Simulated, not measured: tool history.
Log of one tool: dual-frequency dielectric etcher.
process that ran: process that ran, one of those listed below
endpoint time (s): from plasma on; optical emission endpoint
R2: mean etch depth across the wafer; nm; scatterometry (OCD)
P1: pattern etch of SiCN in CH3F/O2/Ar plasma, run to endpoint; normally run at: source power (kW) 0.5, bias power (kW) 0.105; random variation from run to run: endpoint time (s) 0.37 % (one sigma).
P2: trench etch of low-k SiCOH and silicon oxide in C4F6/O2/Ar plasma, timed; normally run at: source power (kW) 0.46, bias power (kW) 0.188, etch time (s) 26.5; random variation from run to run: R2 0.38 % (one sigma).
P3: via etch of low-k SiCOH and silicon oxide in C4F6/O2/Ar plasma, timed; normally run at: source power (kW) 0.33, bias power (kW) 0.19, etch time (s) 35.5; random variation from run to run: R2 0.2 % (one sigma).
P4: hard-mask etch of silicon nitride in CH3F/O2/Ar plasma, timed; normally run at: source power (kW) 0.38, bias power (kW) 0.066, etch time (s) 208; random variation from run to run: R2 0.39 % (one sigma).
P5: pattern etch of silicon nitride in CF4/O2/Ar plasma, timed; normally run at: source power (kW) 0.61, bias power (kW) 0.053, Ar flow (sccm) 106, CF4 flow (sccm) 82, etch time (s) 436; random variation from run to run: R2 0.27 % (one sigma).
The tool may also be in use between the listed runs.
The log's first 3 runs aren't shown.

run 4 hour=20.8 | process_that_ran=P2 source_power_(kW)=0.46 bias_power_(kW)=0.188 etch_time_(s)=26.5 | R2=90.141
run 5 hour=26.3 | process_that_ran=P3 source_power_(kW)=0.33 bias_power_(kW)=0.264 etch_time_(s)=35.5 | R2=87.668
run 6 hour=31.7 | process_that_ran=P4 source_power_(kW)=0.38 bias_power_(kW)=0.066 etch_time_(s)=208 | R2=137.22
run 7 hour=39.4 | process_that_ran=P3 source_power_(kW)=0.33 bias_power_(kW)=0.19 etch_time_(s)=35.5 | R2=78.785
run 8 hour=44.2 | process_that_ran=P5 source_power_(kW)=0.61 bias_power_(kW)=0.031 etch_time_(s)=436 Ar_flow_(sccm)=106 CF4_flow_(sccm)=82 | R2=788.36
run 9 hour=48.1 | process_that_ran=P2 source_power_(kW)=0.31 bias_power_(kW)=0.188 etch_time_(s)=26.5 | R2=76.778
run 10 hour=55.2 | process_that_ran=P4 source_power_(kW)=0.38 bias_power_(kW)=0.066 etch_time_(s)=295 | R2=194.32
run 11 hour=62.1 | process_that_ran=P1 source_power_(kW)=0.5 bias_power_(kW)=0.105 | endpoint_time_(s)=24.093
run 12 hour=68.8 | process_that_ran=P5 source_power_(kW)=0.38 bias_power_(kW)=0.053 etch_time_(s)=436 Ar_flow_(sccm)=106 CF4_flow_(sccm)=82 | R2=639.92
run 13 hour=73 | process_that_ran=P5 source_power_(kW)=0.61 bias_power_(kW)=0.053 etch_time_(s)=436 Ar_flow_(sccm)=106 CF4_flow_(sccm)=49 | R2=889.14
run 14 hour=76.9 | process_that_ran=P1 source_power_(kW)=0.5 bias_power_(kW)=0.105 | endpoint_time_(s)=24.4
run 15 hour=84.9 | process_that_ran=P5 source_power_(kW)=0.61 bias_power_(kW)=0.053 etch_time_(s)=436 Ar_flow_(sccm)=106 CF4_flow_(sccm)=82 | R2=957.2
run 16 hour=90.6 | process_that_ran=P3 source_power_(kW)=0.33 bias_power_(kW)=0.19 etch_time_(s)=47 | R2=104.02
run 17 hour=95.8 | process_that_ran=P2 source_power_(kW)=0.46 bias_power_(kW)=0.188 etch_time_(s)=36.5 | R2=123.85
run 18 hour=102.7 | process_that_ran=P1 source_power_(kW)=0.5 bias_power_(kW)=0.081 | endpoint_time_(s)=26.438
run 19 hour=106.7 | process_that_ran=P1 source_power_(kW)=0.5 bias_power_(kW)=0.105 | endpoint_time_(s)=24.301

Forecast run 20:
run 20 hour=113 | process_that_ran=P4 source_power_(kW)=0.38 bias_power_(kW)=0.066 etch_time_(s)=208 | R2=?

{"run 20": {"R2": 137.24}}

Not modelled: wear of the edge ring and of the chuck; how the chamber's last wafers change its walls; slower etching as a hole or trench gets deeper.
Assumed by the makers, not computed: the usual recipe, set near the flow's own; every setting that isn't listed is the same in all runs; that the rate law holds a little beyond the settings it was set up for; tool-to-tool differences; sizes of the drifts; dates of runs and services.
